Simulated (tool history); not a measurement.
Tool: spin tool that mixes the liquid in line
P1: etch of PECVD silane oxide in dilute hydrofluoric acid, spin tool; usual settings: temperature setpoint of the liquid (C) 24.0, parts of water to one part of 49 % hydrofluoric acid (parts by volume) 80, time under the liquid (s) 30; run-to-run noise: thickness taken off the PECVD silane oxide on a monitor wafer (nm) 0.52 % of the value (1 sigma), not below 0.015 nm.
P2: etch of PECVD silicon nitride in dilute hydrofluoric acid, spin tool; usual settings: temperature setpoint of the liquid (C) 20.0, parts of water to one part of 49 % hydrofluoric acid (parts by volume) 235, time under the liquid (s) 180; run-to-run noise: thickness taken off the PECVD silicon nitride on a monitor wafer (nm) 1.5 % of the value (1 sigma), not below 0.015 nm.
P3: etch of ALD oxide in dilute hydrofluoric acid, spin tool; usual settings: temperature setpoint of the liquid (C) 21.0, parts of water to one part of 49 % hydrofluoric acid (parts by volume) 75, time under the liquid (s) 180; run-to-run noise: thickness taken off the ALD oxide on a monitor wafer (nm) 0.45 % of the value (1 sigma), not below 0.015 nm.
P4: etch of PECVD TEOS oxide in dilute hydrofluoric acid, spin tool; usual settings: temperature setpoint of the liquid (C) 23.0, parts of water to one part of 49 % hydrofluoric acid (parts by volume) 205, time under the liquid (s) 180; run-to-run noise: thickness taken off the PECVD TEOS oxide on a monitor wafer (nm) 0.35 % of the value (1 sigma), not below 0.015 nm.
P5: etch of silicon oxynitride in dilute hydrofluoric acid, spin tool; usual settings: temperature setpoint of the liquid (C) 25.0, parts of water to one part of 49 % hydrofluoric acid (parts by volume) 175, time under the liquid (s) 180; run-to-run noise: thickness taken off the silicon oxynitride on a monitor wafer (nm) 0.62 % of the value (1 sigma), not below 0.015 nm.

run,hour,process that ran,temperature setpoint of the liquid (C),parts of water to one part of 49 % hydrofluoric acid (parts by volume),time under the liquid (s),hours since the thermometer was replaced,hours since the hydrofluoric acid flow meter was replaced,thickness taken off the PECVD silane oxide on a monitor wafer (nm),thickness taken off the PECVD TEOS oxide on a monitor wafer (nm),thickness taken off the ALD oxide on a monitor wafer (nm),thickness taken off the PECVD silicon nitride on a monitor wafer (nm),thickness taken off the silicon oxynitride on a monitor wafer (nm)
1,12.4,P1,24.0,80,30,807.8,766.7,5.8229,,,,
2,26.2,P4,23.0,205,90,821.6,780.5,,8.7308,,,
3,38.2,P1,18.5,80,30,833.6,792.5,4.6292,,,,
4,50.8,P1,24.0,80,30,846.2,805.1,5.8153,,,,
5,62.6,P3,21.0,75,260,858.0,816.9,,,48.734,,
6,76.5,P1,24.0,80,30,871.9,830.8,5.8617,,,,
7,93.4,P2,20.0,235,180,888.8,847.7,,,,1.8836,
8,103.4,P1,24.0,80,30,898.8,857.7,5.8134,,,,
9,115.1,P1,24.0,20,15,910.5,869.4,12.6660,,,,
10,131.4,P5,25.0,305,180,926.8,885.7,,,,,2.0976
11,147.1,P2,20.0,110,180,942.5,901.4,,,,3.8097,
12,157.7,P2,17.0,235,180,953.1,912.0,,,,1.5657,
13,175.0,P1,28.5,80,30,970.4,929.3,6.8848,,,,
14,185.6,P3,21.0,75,180,981.0,939.9,,,33.708,,
15,199.4,P1,24.0,80,60,994.8,953.7,11.6870,,,,
16,209.7,P3,28.5,75,180,1005.1,964.0,,,45.667,,
17,219.0,P2,20.0,235,290,1014.4,973.3,,,,2.9974,
18,233.1,P1,24.0,80,30,1028.5,987.4,5.8615,,,,
19,245.2,P4,23.0,205,180,1040.6,999.5,,17.6260,,,
20,257.3,P5,25.0,175,180,1052.7,1011.6,,,,,4.0276
21,270.5,P4,23.0,205,180,1065.9,1024.8,,17.5480,,,
22,285.2,P4,23.0,50,180,1080.6,1039.5,,85.7600,,,
23,295.0,P1,24.0,80,30,1090.4,1049.3,5.7621,,,,
24,308.6,P3,21.0,135,180,1104.0,1062.9,,,17.453,,
25,326.7,P1,24.0,30,30,1122.1,1081.0,16.6440,,,,
26,341.3,P4,17.0,205,180,1136.7,1095.6,,13.8710,,,
27,350.5,P1,24.0,130,30,1145.9,1104.8,3.3631,,,,
28,362.8,P5,25.0,175,285,1158.2,1117.1,,,,,6.3888
29,374.4,P1,24.0,80,15,1169.8,1128.7,2.9356,,,,

What will run 30 give?
30,384.8,P5,33.0,175,180,1180.2,1139.1,,,,,?

For run 30 the tool returned thickness taken off the silicon oxynitride on a monitor wafer (nm) 5.6856.
